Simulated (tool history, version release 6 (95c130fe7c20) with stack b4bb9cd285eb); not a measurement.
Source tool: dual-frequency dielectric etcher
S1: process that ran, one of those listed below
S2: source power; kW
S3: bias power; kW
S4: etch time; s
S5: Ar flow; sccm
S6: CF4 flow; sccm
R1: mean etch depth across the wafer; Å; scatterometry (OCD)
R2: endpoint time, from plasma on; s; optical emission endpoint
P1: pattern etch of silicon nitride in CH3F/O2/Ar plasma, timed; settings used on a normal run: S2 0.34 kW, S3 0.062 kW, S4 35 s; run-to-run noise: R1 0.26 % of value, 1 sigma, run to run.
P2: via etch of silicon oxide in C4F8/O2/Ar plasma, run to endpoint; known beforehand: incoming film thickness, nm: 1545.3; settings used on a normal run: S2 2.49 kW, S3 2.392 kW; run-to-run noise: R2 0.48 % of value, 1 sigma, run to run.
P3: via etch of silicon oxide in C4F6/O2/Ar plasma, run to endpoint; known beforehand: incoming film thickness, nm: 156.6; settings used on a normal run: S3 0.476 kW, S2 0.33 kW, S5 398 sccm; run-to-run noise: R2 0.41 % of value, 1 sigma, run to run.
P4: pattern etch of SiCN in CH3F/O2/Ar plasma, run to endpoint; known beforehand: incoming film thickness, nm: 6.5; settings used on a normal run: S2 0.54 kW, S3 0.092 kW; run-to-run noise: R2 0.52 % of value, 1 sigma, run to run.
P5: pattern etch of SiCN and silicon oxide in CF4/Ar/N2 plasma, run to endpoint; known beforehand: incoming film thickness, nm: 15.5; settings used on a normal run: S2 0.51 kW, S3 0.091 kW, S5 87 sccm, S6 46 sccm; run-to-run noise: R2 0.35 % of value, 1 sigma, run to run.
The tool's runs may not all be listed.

run	day	S1	S2	S3	S4	S5	S6	R1	R2
1	0.371	P1	0.34	0.062	35			213.92	
2	0.754	P4	0.54	0.092					14.313
3	0.942	P1	0.34	0.062	26			159.95	
4	1.262	P1	0.34	0.062	35			214.91	
5	1.45	P1	0.34	0.087	35			241.51	
6	1.667	P1	0.25	0.037	35			161.32	
# day 1.804: source power generator calibrated
7	1.896	P5	0.51	0.091		87	46		15.912
8	2.083	P4	0.54	0.064					16.214
9	2.433	P1	0.34	0.045	35			193.79	
10	2.708	P1	0.41	0.051	35			216.24	
11	2.912	P1	0.34	0.062	35			214.95	
12	3.171	P1	0.47	0.062	35			242.39	
13	3.35	P1	0.34	0.062	52			318.67	
14	3.596	P1	0.34	0.062	35			214.17	
15	3.871	P2	1.91	2.392					295.85
16	4.138	P1	0.34	0.062	35			214.34	
17	4.329	P5	0.51	0.091		87	46		15.857
18	4.704	P5	0.51	0.091		87	61		15.232
19	4.975	P5	0.7	0.091		87	46		12.012
20	5.338	P5	0.51	0.059		87	46		18.465
21	5.575	P1	0.34	0.062	35			213.59	
22	5.954	P2	2.49	2.392					262.49
23	6.342	P3	0.33	0.476		398			39.852
24	6.521	P3	0.33	0.476		398			39.697
25	6.75	P5	0.51	0.091		113	46		16.514
26	6.983	P3	0.33	0.476		263			38.143
27	7.283	P2	2.49	2.392					267.73
28	7.592	P4	0.76	0.092					12.602
29	7.846	P3	0.33	0.67		398			34.857
30	8.071	P1	0.28	0.074	35			211.45	
31	8.304	P3	0.44	0.476		398			35.724
32	8.596	P2	2.49	1.534					300.26
33	8.892	P1	0.23	0.062	35			185.32	
34	9.254	P1	0.34	0.062	35			214.18	
35	9.642	P1	0.34	0.062	35			216.72	
36	9.829	P1	0.34	0.062	35			216.03	
37	10.075	P1	0.34	0.062	35			217.13	
38	10.375	P1	0.34	0.062	35			217.84	
# day 10.546: wet clean of the chamber
39	10.675	P1	0.34	0.062	35			217.96	
40	10.85	P1	0.34	0.062	35			217.15	
41	11.1	P1	0.34	0.062	35			218.19	
42	11.304	P1	0.34	0.062	35			217.72	

What P1 gives has crept off from where it sat before. The 2 causes that follow fit the log equally well, each at the size noted:
A: bias power that arrives over what is set, % = 4.86
B: source power that arrives over what is set, % = 4.28
Onset of the creep was near day 9.254.
Excluded causes, each with its reason:
chamber walls in a state that raises the etch rate, %: its service at day 10.546 followed the start of the drift and did not put the process back to its old value

Of the 4 check runs below, each run on 2 wafers with the results averaged and each result still a question mark, which one would tell the listed causes apart?
check 1	11.508	P5	0.51	0.062		87	54		?
check 2	11.508	P3	0.41	0.617		398			?
check 3	11.508	P2	2.04	1.843					?
check 4	11.508	P4	0.76	0.064					?

How each check would come out, cause by cause:
check	result	if A	if B
check 1	R2	17.414	17.045
check 2	R2	32.686	32.784
check 3	R2	305.06	304.01
check 4	R2	13.956	13.948
Per check, the gap between the least separated pair of causes, taken in the result that splits them most: check 1 2.14 %; check 2 0.3 %; check 3 0.35 %; check 4 0.06 %
Of the check runs offered, only check 1 discriminates between the causes; the rest would read about the same regardless of which cause applies.

The results of check 1 are: R2 17.072 s. Based on these, which of the listed causes is it?

It was cause B: source power that arrives over what is set, %.
